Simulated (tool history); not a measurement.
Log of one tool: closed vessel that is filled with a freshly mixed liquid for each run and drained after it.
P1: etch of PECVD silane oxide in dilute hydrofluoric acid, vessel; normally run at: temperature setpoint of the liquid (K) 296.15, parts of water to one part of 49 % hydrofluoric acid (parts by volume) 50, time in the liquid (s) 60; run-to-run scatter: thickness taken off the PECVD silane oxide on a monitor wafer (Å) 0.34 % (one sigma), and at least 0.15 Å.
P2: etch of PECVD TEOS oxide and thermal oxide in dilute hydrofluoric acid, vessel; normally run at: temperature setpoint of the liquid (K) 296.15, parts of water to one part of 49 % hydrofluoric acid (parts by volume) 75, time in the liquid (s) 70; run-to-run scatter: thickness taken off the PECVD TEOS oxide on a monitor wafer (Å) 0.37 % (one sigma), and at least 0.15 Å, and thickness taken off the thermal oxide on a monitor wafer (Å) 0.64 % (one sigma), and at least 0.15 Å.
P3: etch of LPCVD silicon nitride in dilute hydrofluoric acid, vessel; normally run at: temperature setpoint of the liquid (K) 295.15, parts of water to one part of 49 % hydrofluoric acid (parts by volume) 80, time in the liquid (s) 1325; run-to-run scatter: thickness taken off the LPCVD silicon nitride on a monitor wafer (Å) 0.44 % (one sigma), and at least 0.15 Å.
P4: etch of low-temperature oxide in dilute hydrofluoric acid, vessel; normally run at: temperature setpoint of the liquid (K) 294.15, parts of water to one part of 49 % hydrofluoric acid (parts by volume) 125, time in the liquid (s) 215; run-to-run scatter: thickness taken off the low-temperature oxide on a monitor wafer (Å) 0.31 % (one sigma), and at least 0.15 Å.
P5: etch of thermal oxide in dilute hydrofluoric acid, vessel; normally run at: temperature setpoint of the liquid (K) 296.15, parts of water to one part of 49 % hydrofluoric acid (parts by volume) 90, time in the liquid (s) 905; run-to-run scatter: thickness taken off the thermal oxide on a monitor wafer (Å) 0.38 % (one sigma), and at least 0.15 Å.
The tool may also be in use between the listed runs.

run	hour	process that ran	temperature setpoint of the liquid (K)	parts of water to one part of 49 % hydrofluoric acid (parts by volume)	time in the liquid (s)	hours since the thermometer was replaced	hours since the hydrofluoric acid flow meter was replaced	thickness taken off the PECVD silane oxide on a monitor wafer (Å)	thickness taken off the thermal oxide on a monitor wafer (Å)	thickness taken off the low-temperature oxide on a monitor wafer (Å)	thickness taken off the LPCVD silicon nitride on a monitor wafer (Å)	thickness taken off the PECVD TEOS oxide on a monitor wafer (Å)
1	8	P1	296.15	50	60	1432.5	564.7	349.22				
2	14	P1	300.65	70	60	1438.5	570.7	290.24				
3	22.5	P1	296.15	50	60	1447	579.2	350.98				
4	28	P5	296.15	90	905	1452.5	584.7		469.63			
5	35.3	P4	294.15	125	215	1459.8	592			297.85		
6	40.5	P1	296.15	75	60	1465	597.2	225.47				
7	48.5	P3	295.15	80	1325	1473	605.2				69.888	
# hour 53.4: thermometer replaced
8	53.6	P3	295.15	125	1325	0.2	610.3				44.786	
9	60.2	P2	296.15	75	70	6.8	616.9		41.945			78.272
10	69.4	P1	296.15	25	60	16	626.1	720.31				
11	75.3	P5	296.15	90	55	21.9	632		28.387			
12	81.9	P5	296.15	140	905	28.5	638.6		285.7			
13	88.9	P2	292.15	75	70	35.5	645.6		35.918			66.279
14	97.3	P3	301.15	80	1325	43.9	654				103.64	
15	105.4	P4	294.15	125	215	52	662.1			297.02		
16	113.7	P4	294.15	125	410	60.3	670.4			565.83		
17	121.1	P5	296.15	90	905	67.7	677.8		469.4			
# hour 122.3: hydrofluoric acid flow meter replaced
18	126	P5	301.65	90	905	72.6	3.7		583.88			
19	130.5	P4	294.15	40	215	77.1	8.2			1025.5		
20	135.4	P1	296.15	50	30	82	13.1	174.1				
21	144.4	P1	296.15	50	60	91	22.1	349.77				
22	151	P4	290.15	125	215	97.6	28.7			252.58		
23	155.8	P3	295.15	80	150	102.4	33.5				7.9037	
24	161.4	P1	296.15	50	60	108	39.1	350.96				
25	167	P2	296.15	125	70	113.6	44.7		23.368			44.189
26	173.6	P2	296.15	75	130	120.2	51.3		78.116			145.17
27	178.5	P1	296.15	50	95	125.1	56.2	552.49				
28	183.2	P1	290.15	50	60	129.8	60.9	270.37				
29	191.2	P1	304.15	50	60	137.8	68.9	479.86				
30	196.6	P1	296.15	50	60	143.2	74.3	349.03				
31	205.8	P1	296.15	50	60	152.4	83.5	361.59				
32	213.9	P1	296.15	50	60	160.5	91.6	365.4				
33	220.2	P1	296.15	50	60	166.8	97.9	370.69				
34	227	P1	296.15	50	60	173.6	104.7	370.2				
35	231.2	P1	296.15	50	60	177.8	108.9	372.21				
36	236.5	P1	296.15	50	60	183.1	114.2	372.67				
37	241.8	P1	296.15	50	60	188.4	119.5	372.12				
38	248.1	P1	296.15	50	60	194.7	125.8	374.26				
39	255.9	P1	296.15	50	60	202.5	133.6	373.78				
40	262.1	P1	296.15	50	60	208.7	139.8	378.07				
41	270.8	P1	296.15	50	60	217.4	148.5	375.43				

What P1 gives has crept away from where it was. These 2 causes fit the log equally well, each at the size given:
A: liquid hotter than its thermometer reads (K) = 1.8
B: hydrofluoric acid flow above the setpoint (%) = 7.22
The creep began at about hour 196.6.

4 check runs are offered, one wafer each, their results left as question marks. Which one tells the causes apart?
check 1	279.5	P2	296.15	105	70				?			?
check 2	279.5	P4	294.15	65	365					?		
check 3	279.5	P5	300.65	90	905				?			
check 4	279.5	P3	298.15	110	1325						?	

What each check would give under each cause:
check	result	if A	if B
check 1	thickness taken off the thermal oxide on a monitor wafer (Å)	31.107	31.328
check 1	thickness taken off the PECVD TEOS oxide on a monitor wafer (Å)	57.78	58.189
check 2	thickness taken off the low-temperature oxide on a monitor wafer (Å)	1118.4	1119.1
check 3	thickness taken off the thermal oxide on a monitor wafer (Å)	600.16	605.52
check 4	thickness taken off the LPCVD silicon nitride on a monitor wafer (Å)	69.852	66.634
How far apart the two closest causes lie, in the result that separates them most: check 1 0.71 %; check 2 0.06 %; check 3 0.89 %; check 4 4.72 %
Only check 4 tells the causes apart: in the others they would give nearly the same result.

Then check 4 was run and gave: thickness taken off the LPCVD silicon nitride on a monitor wafer (Å) 66.326. Which cause is it?

It is B: hydrofluoric acid flow above the setpoint (%).
